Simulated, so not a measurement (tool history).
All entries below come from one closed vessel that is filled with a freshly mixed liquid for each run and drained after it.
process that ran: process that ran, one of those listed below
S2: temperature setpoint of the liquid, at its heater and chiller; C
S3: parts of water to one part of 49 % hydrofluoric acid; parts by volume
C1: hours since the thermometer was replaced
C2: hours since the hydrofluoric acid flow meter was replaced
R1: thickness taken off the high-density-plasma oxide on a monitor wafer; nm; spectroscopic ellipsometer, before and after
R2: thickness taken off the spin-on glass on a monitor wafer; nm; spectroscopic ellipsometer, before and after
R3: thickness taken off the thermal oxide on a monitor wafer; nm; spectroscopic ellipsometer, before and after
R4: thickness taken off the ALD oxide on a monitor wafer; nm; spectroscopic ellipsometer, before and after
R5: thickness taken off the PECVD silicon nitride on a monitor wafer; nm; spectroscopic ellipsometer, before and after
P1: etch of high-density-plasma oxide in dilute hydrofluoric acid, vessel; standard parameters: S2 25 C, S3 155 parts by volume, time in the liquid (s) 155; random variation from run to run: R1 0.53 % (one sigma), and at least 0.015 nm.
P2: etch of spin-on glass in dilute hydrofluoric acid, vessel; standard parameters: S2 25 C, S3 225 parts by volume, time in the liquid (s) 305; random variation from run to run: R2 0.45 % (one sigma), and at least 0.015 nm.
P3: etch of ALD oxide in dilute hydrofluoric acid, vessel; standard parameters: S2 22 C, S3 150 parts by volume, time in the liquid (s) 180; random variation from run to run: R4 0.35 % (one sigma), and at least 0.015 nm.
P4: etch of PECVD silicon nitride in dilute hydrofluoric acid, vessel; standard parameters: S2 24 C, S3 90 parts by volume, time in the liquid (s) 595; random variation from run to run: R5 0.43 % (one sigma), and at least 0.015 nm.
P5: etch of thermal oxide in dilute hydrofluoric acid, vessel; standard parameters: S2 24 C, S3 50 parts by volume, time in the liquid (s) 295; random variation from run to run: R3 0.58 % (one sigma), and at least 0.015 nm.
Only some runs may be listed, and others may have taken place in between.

run 1 day=0.3 | process_that_ran=P1 S2=25 S3=155 time_in_the_liquid_(s)=155 | C1=1311 C2=592.2 | R1=4.9837
run 2 day=0.521 | process_that_ran=P2 S2=25 S3=225 time_in_the_liquid_(s)=305 | C1=1316.3 C2=597.5 | R2=39.606
run 3 day=0.708 | process_that_ran=P1 S2=25 S3=155 time_in_the_liquid_(s)=155 | C1=1320.8 C2=602 | R1=4.9715
run 4 day=1.008 | process_that_ran=P5 S2=27.5 S3=50 time_in_the_liquid_(s)=295 | C1=1328 C2=609.2 | R3=33.495
run 5 day=1.346 | process_that_ran=P1 S2=21 S3=225 time_in_the_liquid_(s)=155 | C1=1336.1 C2=617.3 | R1=2.7649
run 6 day=1.575 | process_that_ran=P5 S2=24 S3=20 time_in_the_liquid_(s)=295 | C1=1341.6 C2=622.8 | R3=75.738
run 7 day=1.788 | process_that_ran=P3 S2=22 S3=150 time_in_the_liquid_(s)=180 | C1=1346.7 C2=627.9 | R4=22.957
run 8 day=1.975 | process_that_ran=P5 S2=24 S3=50 time_in_the_liquid_(s)=295 | C1=1351.2 C2=632.4 | R3=28.713
run 9 day=2.288 | process_that_ran=P4 S2=24 S3=90 time_in_the_liquid_(s)=1160 | C1=1358.7 C2=639.9 | R5=71.841
run 10 day=2.538 | process_that_ran=P2 S2=25 S3=225 time_in_the_liquid_(s)=305 | C1=1364.7 C2=645.9 | R2=39.115
run 11 day=2.754 | process_that_ran=P1 S2=25 S3=155 time_in_the_liquid_(s)=155 | C1=1369.9 C2=651.1 | R1=5.0061
run 12 day=3.012 | process_that_ran=P4 S2=24 S3=125 time_in_the_liquid_(s)=595 | C1=1376.1 C2=657.3 | R5=26.596
run 13 day=3.333 | process_that_ran=P3 S2=27 S3=150 time_in_the_liquid_(s)=180 | C1=1383.8 C2=665 | R4=27.697
run 14 day=3.575 | process_that_ran=P3 S2=22 S3=50 time_in_the_liquid_(s)=180 | C1=1389.6 C2=670.8 | R4=76.902
run 15 day=3.858 | process_that_ran=P1 S2=19.5 S3=155 time_in_the_liquid_(s)=155 | C1=1396.4 C2=677.6 | R1=4.025
run 16 day=4.079 | process_that_ran=P3 S2=22 S3=150 time_in_the_liquid_(s)=55 | C1=1401.7 C2=682.9 | R4=7.0144
run 17 day=4.383 | process_that_ran=P2 S2=25 S3=395 time_in_the_liquid_(s)=305 | C1=1409 C2=690.2 | R2=18.821
run 18 day=4.688 | process_that_ran=P1 S2=25 S3=155 time_in_the_liquid_(s)=155 | C1=1416.3 C2=697.5 | R1=5.0682
run 19 day=4.996 | process_that_ran=P1 S2=31.5 S3=155 time_in_the_liquid_(s)=155 | C1=1423.7 C2=704.9 | R1=6.4163
run 20 day=5.279 | process_that_ran=P1 S2=25 S3=155 time_in_the_liquid_(s)=155 | C1=1430.5 C2=711.7 | R1=4.998
run 21 day=5.562 | process_that_ran=P1 S2=25 S3=255 time_in_the_liquid_(s)=155 | C1=1437.3 C2=718.5 | R1=2.7244
run 22 day=5.9 | process_that_ran=P4 S2=24 S3=90 time_in_the_liquid_(s)=595 | C1=1445.4 C2=726.6 | R5=36.965
run 23 day=6.15 | process_that_ran=P4 S2=17 S3=90 time_in_the_liquid_(s)=595 | C1=1451.4 C2=732.6 | R5=22.879
run 24 day=6.488 | process_that_ran=P2 S2=25 S3=225 time_in_the_liquid_(s)=525 | C1=1459.5 C2=740.7 | R2=68.077
run 25 day=6.692 | process_that_ran=P1 S2=25 S3=55 time_in_the_liquid_(s)=155 | C1=1464.4 C2=745.6 | R1=15.998
-- day=6.771 hydrofluoric acid flow meter replaced
run 26 day=6.879 | process_that_ran=P1 S2=25 S3=155 time_in_the_liquid_(s)=310 | C1=1468.9 C2=2.6 | R1=9.979
run 27 day=7.071 | process_that_ran=P5 S2=24 S3=50 time_in_the_liquid_(s)=130 | C1=1473.5 C2=7.2 | R3=12.773
run 28 day=7.221 | process_that_ran=P2 S2=33 S3=225 time_in_the_liquid_(s)=305 | C1=1477.1 C2=10.8 | R2=51.563
run 29 day=7.496 | process_that_ran=P1 S2=25 S3=155 time_in_the_liquid_(s)=80 | C1=1483.7 C2=17.4 | R1=2.5673
run 30 day=7.65 | process_that_ran=P1 S2=25 S3=155 time_in_the_liquid_(s)=155 | C1=1487.4 C2=21.1 | R1=5.0289
run 31 day=7.942 | process_that_ran=P1 S2=25 S3=155 time_in_the_liquid_(s)=155 | C1=1494.4 C2=28.1 | R1=4.8382
run 32 day=8.233 | process_that_ran=P1 S2=25 S3=155 time_in_the_liquid_(s)=155 | C1=1501.4 C2=35.1 | R1=4.8094
run 33 day=8.462 | process_that_ran=P1 S2=25 S3=155 time_in_the_liquid_(s)=155 | C1=1506.9 C2=40.6 | R1=4.7483
run 34 day=8.658 | process_that_ran=P1 S2=25 S3=155 time_in_the_liquid_(s)=155 | C1=1511.6 C2=45.3 | R1=4.7297
run 35 day=8.921 | process_that_ran=P1 S2=25 S3=155 time_in_the_liquid_(s)=155 | C1=1517.9 C2=51.6 | R1=4.8151
run 36 day=9.229 | process_that_ran=P1 S2=25 S3=155 time_in_the_liquid_(s)=155 | C1=1525.3 C2=59 | R1=4.7479
run 37 day=9.404 | process_that_ran=P1 S2=25 S3=155 time_in_the_liquid_(s)=155 | C1=1529.5 C2=63.2 | R1=4.7252
run 38 day=9.667 | process_that_ran=P1 S2=25 S3=155 time_in_the_liquid_(s)=155 | C1=1535.8 C2=69.5 | R1=4.7104
run 39 day=9.938 | process_that_ran=P1 S2=25 S3=155 time_in_the_liquid_(s)=155 | C1=1542.3 C2=76 | R1=4.6764
run 40 day=10.246 | process_that_ran=P1 S2=25 S3=155 time_in_the_liquid_(s)=155 | C1=1549.7 C2=83.4 | R1=4.696

Compared with where it was, what P1 gives has crept away. Each cause listed below fits the log as well as the rest, at the size given for it:
A: liquid colder than its thermometer reads (K) = 1.7
B: hydrofluoric acid flow below the setpoint (%) = 5.31
The drift started at roughly day 7.65.

4 check runs are offered, one wafer each, their results left as question marks. Which one tells the causes apart?
run check 1 day=10.554 | process_that_ran=P2 S2=25 S3=225 time_in_the_liquid_(s)=305 | R2=?
run check 2 day=10.554 | process_that_ran=P3 S2=22 S3=150 time_in_the_liquid_(s)=180 | R4=?
run check 3 day=10.554 | process_that_ran=P4 S2=24 S3=90 time_in_the_liquid_(s)=595 | R5=?
run check 4 day=10.554 | process_that_ran=P5 S2=24 S3=50 time_in_the_liquid_(s)=295 | R3=?

Expected result of each check under each candidate cause:
check=check_1 result=R2 if_A=36.929 if_B=36.698
check=check_2 result=R4 if_A=21.325 if_B=21.394
check=check_3 result=R5 if_A=32.925 if_B=34.941
check=check_4 result=R3 if_A=26.96 if_B=27.292
Per-check spread between the two closest causes, in the result where they differ most: check 1 0.63 %; check 2 0.32 %; check 3 5.94 %; check 4 1.22 %
Check 3 distinguishes between the causes, while the remaining checks would return nearly the same result for all of them.

Then check 3 was run and gave: R5 32.93 nm. Which cause is it?

The correct cause is A, namely: liquid colder than its thermometer reads (K).

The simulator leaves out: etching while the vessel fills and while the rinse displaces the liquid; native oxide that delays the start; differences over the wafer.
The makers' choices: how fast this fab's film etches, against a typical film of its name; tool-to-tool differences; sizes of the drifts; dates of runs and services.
